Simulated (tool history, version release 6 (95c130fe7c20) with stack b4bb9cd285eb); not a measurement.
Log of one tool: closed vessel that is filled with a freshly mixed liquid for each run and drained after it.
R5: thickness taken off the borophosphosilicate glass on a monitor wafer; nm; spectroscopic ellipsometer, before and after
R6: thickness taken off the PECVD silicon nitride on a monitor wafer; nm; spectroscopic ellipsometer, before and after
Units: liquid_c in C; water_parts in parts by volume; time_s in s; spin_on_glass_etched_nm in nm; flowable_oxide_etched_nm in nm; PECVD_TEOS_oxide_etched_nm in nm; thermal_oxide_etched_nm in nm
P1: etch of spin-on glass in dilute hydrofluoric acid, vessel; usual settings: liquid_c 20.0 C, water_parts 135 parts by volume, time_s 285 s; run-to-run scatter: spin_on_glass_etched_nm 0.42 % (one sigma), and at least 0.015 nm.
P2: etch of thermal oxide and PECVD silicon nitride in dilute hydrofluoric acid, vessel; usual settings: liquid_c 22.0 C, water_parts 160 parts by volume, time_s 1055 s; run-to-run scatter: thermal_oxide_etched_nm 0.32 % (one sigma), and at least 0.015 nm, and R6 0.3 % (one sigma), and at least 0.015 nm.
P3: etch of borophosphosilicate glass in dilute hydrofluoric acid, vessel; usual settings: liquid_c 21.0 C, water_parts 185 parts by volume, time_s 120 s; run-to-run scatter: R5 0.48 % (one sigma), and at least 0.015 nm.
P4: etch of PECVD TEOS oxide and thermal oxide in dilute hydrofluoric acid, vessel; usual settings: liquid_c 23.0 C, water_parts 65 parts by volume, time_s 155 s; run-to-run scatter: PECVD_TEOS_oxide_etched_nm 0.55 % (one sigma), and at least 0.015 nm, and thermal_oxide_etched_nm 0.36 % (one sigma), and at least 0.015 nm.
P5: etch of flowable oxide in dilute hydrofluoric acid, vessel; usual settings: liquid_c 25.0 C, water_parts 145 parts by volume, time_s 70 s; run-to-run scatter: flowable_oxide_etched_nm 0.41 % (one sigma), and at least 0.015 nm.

{"run": 1, "hour": 3.9, "process": "P1", "liquid_c": 20.0, "water_parts": 135, "time_s": 285, "spin_on_glass_etched_nm": 56.235}
{"run": 2, "hour": 10.0, "process": "P5", "liquid_c": 25.0, "water_parts": 145, "time_s": 70, "flowable_oxide_etched_nm": 10.94}
{"run": 3, "hour": 16.0, "process": "P1", "liquid_c": 20.0, "water_parts": 135, "time_s": 285, "spin_on_glass_etched_nm": 56.314}
{"run": 4, "hour": 19.7, "process": "P1", "liquid_c": 17.0, "water_parts": 240, "time_s": 285, "spin_on_glass_etched_nm": 25.346}
{"run": 5, "hour": 24.2, "process": "P4", "liquid_c": 23.0, "water_parts": 65, "time_s": 155, "PECVD_TEOS_oxide_etched_nm": 38.095, "thermal_oxide_etched_nm": 11.067}
{"run": 6, "hour": 31.2, "process": "P1", "liquid_c": 27.0, "water_parts": 135, "time_s": 285, "spin_on_glass_etched_nm": 74.08}
{"run": 7, "hour": 37.5, "process": "P3", "liquid_c": 21.0, "water_parts": 250, "time_s": 120, "R5": 20.444}
{"run": 8, "hour": 42.1, "process": "P5", "liquid_c": 25.0, "water_parts": 145, "time_s": 70, "flowable_oxide_etched_nm": 10.911}
{"run": 9, "hour": 47.7, "process": "P4", "liquid_c": 23.0, "water_parts": 65, "time_s": 155, "PECVD_TEOS_oxide_etched_nm": 37.744, "thermal_oxide_etched_nm": 10.913}
{"run": 10, "hour": 51.6, "process": "P2", "liquid_c": 22.0, "water_parts": 160, "time_s": 1055, "thermal_oxide_etched_nm": 24.907, "R6": 23.372}
{"run": 11, "hour": 55.3, "process": "P1", "liquid_c": 20.0, "water_parts": 135, "time_s": 285, "spin_on_glass_etched_nm": 56.788}
{"run": 12, "hour": 60.0, "process": "P3", "liquid_c": 17.0, "water_parts": 185, "time_s": 120, "R5": 25.385}
{"run": 13, "hour": 64.0, "process": "P2", "liquid_c": 29.5, "water_parts": 160, "time_s": 1055, "thermal_oxide_etched_nm": 33.102, "R6": 37.464}
{"run": 14, "hour": 68.4, "process": "P5", "liquid_c": 25.0, "water_parts": 75, "time_s": 70, "flowable_oxide_etched_nm": 23.018}
{"run": 15, "hour": 73.6, "process": "P4", "liquid_c": 17.0, "water_parts": 65, "time_s": 155, "PECVD_TEOS_oxide_etched_nm": 29.628, "thermal_oxide_etched_nm": 8.5229}
{"run": 16, "hour": 77.9, "process": "P1", "liquid_c": 20.0, "water_parts": 205, "time_s": 285, "spin_on_glass_etched_nm": 34.324}
{"run": 17, "hour": 82.1, "process": "P1", "liquid_c": 17.0, "water_parts": 135, "time_s": 100, "spin_on_glass_etched_nm": 17.516}
{"run": 18, "hour": 87.9, "process": "P2", "liquid_c": 22.0, "water_parts": 220, "time_s": 1055, "thermal_oxide_etched_nm": 17.152, "R6": 17.068}
{"run": 19, "hour": 93.9, "process": "P1", "liquid_c": 20.0, "water_parts": 55, "time_s": 285, "spin_on_glass_etched_nm": 150.27}
{"run": 20, "hour": 97.3, "process": "P4", "liquid_c": 23.0, "water_parts": 110, "time_s": 155, "PECVD_TEOS_oxide_etched_nm": 21.471, "thermal_oxide_etched_nm": 6.0996}
{"run": 21, "hour": 102.6, "process": "P1", "liquid_c": 20.0, "water_parts": 135, "time_s": 30, "spin_on_glass_etched_nm": 5.8817}
{"run": 22, "hour": 106.9, "process": "P5", "liquid_c": 29.5, "water_parts": 145, "time_s": 70, "flowable_oxide_etched_nm": 13.002}
{"run": 23, "hour": 113.2, "process": "P2", "liquid_c": 22.0, "water_parts": 160, "time_s": 1670, "thermal_oxide_etched_nm": 39.436, "R6": 36.956}
{"run": 24, "hour": 120.2, "process": "P1", "liquid_c": 20.0, "water_parts": 135, "time_s": 285, "spin_on_glass_etched_nm": 56.544}
{"run": 25, "hour": 123.6, "process": "P1", "liquid_c": 17.0, "water_parts": 135, "time_s": 285, "spin_on_glass_etched_nm": 49.767}
{"run": 26, "hour": 127.7, "process": "P1", "liquid_c": 20.0, "water_parts": 135, "time_s": 285, "spin_on_glass_etched_nm": 56.189}
{"run": 27, "hour": 133.4, "process": "P3", "liquid_c": 21.0, "water_parts": 185, "time_s": 65, "R5": 15.999}
{"run": 28, "hour": 140.3, "process": "P1", "liquid_c": 20.0, "water_parts": 135, "time_s": 285, "spin_on_glass_etched_nm": 56.054}
{"run": 29, "hour": 146.8, "process": "P1", "liquid_c": 20.0, "water_parts": 135, "time_s": 460, "spin_on_glass_etched_nm": 90.492}
{"run": 30, "hour": 150.7, "process": "P5", "liquid_c": 25.0, "water_parts": 145, "time_s": 120, "flowable_oxide_etched_nm": 18.762}
{"run": 31, "hour": 156.2, "process": "P3", "liquid_c": 21.0, "water_parts": 185, "time_s": 120, "R5": 29.572}
{"run": 32, "hour": 160.3, "process": "P4", "liquid_c": 23.0, "water_parts": 65, "time_s": 265, "PECVD_TEOS_oxide_etched_nm": 65.502, "thermal_oxide_etched_nm": 18.733}
{"run": 33, "hour": 165.6, "process": "P1", "liquid_c": 20.0, "water_parts": 135, "time_s": 285, "spin_on_glass_etched_nm": 56.422}
{"run": 34, "hour": 170.6, "process": "P1", "liquid_c": 20.0, "water_parts": 135, "time_s": 285, "spin_on_glass_etched_nm": 54.613}
{"run": 35, "hour": 176.5, "process": "P1", "liquid_c": 20.0, "water_parts": 135, "time_s": 285, "spin_on_glass_etched_nm": 53.564}
{"run": 36, "hour": 181.4, "process": "P1", "liquid_c": 20.0, "water_parts": 135, "time_s": 285, "spin_on_glass_etched_nm": 52.469}
{"run": 37, "hour": 188.2, "process": "P1", "liquid_c": 20.0, "water_parts": 135, "time_s": 285, "spin_on_glass_etched_nm": 51.99}
{"run": 38, "hour": 195.0, "process": "P1", "liquid_c": 20.0, "water_parts": 135, "time_s": 285, "spin_on_glass_etched_nm": 51.641}
{"run": 39, "hour": 200.3, "process": "P1", "liquid_c": 20.0, "water_parts": 135, "time_s": 285, "spin_on_glass_etched_nm": 51.892}
{"run": 40, "hour": 207.1, "process": "P1", "liquid_c": 20.0, "water_parts": 135, "time_s": 285, "spin_on_glass_etched_nm": 51.455}
{"run": 41, "hour": 213.2, "process": "P1", "liquid_c": 20.0, "water_parts": 135, "time_s": 285, "spin_on_glass_etched_nm": 51.492}
{"run": 42, "hour": 217.8, "process": "P1", "liquid_c": 20.0, "water_parts": 135, "time_s": 285, "spin_on_glass_etched_nm": 51.46}
{"run": 43, "hour": 222.1, "process": "P1", "liquid_c": 20.0, "water_parts": 135, "time_s": 285, "spin_on_glass_etched_nm": 51.275}

What P1 gives has crept away from where it was. These 2 causes fit the log equally well, each at the size given:
A: liquid colder than its thermometer reads (K) = 2.28
B: hydrofluoric acid flow below the setpoint (%) = 7.73
The creep began at about hour 165.6.

4 check runs are offered, one wafer each, their results left as question marks. Which one tells the causes apart?
{"run": "check 1", "hour": 226.4, "process": "P5", "liquid_c": 25.0, "water_parts": 145, "time_s": 70, "flowable_oxide_etched_nm": "?"}
{"run": "check 2", "hour": 226.4, "process": "P2", "liquid_c": 22.0, "water_parts": 160, "time_s": 1055, "thermal_oxide_etched_nm": "?", "R6": "?"}
{"run": "check 3", "hour": 226.4, "process": "P3", "liquid_c": 21.0, "water_parts": 185, "time_s": 120, "R5": "?"}
{"run": "check 4", "hour": 226.4, "process": "P4", "liquid_c": 23.0, "water_parts": 65, "time_s": 155, "PECVD_TEOS_oxide_etched_nm": "?", "thermal_oxide_etched_nm": "?"}

What each check would give under each cause:
check=check_1 result=flowable_oxide_etched_nm if_A=9.9949 if_B=9.9245
check=check_2 result=thermal_oxide_etched_nm if_A=22.8500 if_B=22.7280
check=check_2 result=R6 if_A=20.102 if_B=21.596
check=check_3 result=R5 if_A=27.012 if_B=26.818
check=check_4 result=PECVD_TEOS_oxide_etched_nm if_A=34.710 if_B=34.954
check=check_4 result=thermal_oxide_etched_nm if_A=9.9736 if_B=10.0440
How far apart the two closest causes lie, in the result that separates them most: check 1 0.71 %; check 2 7.17 %; check 3 0.72 %; check 4 0.7 %
Only check 2 tells the causes apart: in the others they would give nearly the same result.

Check 2 was then run and gave: thermal_oxide_etched_nm 22.8930 nm; R6 20.033 nm. Which cause is it?

It is A: liquid colder than its thermometer reads (K).
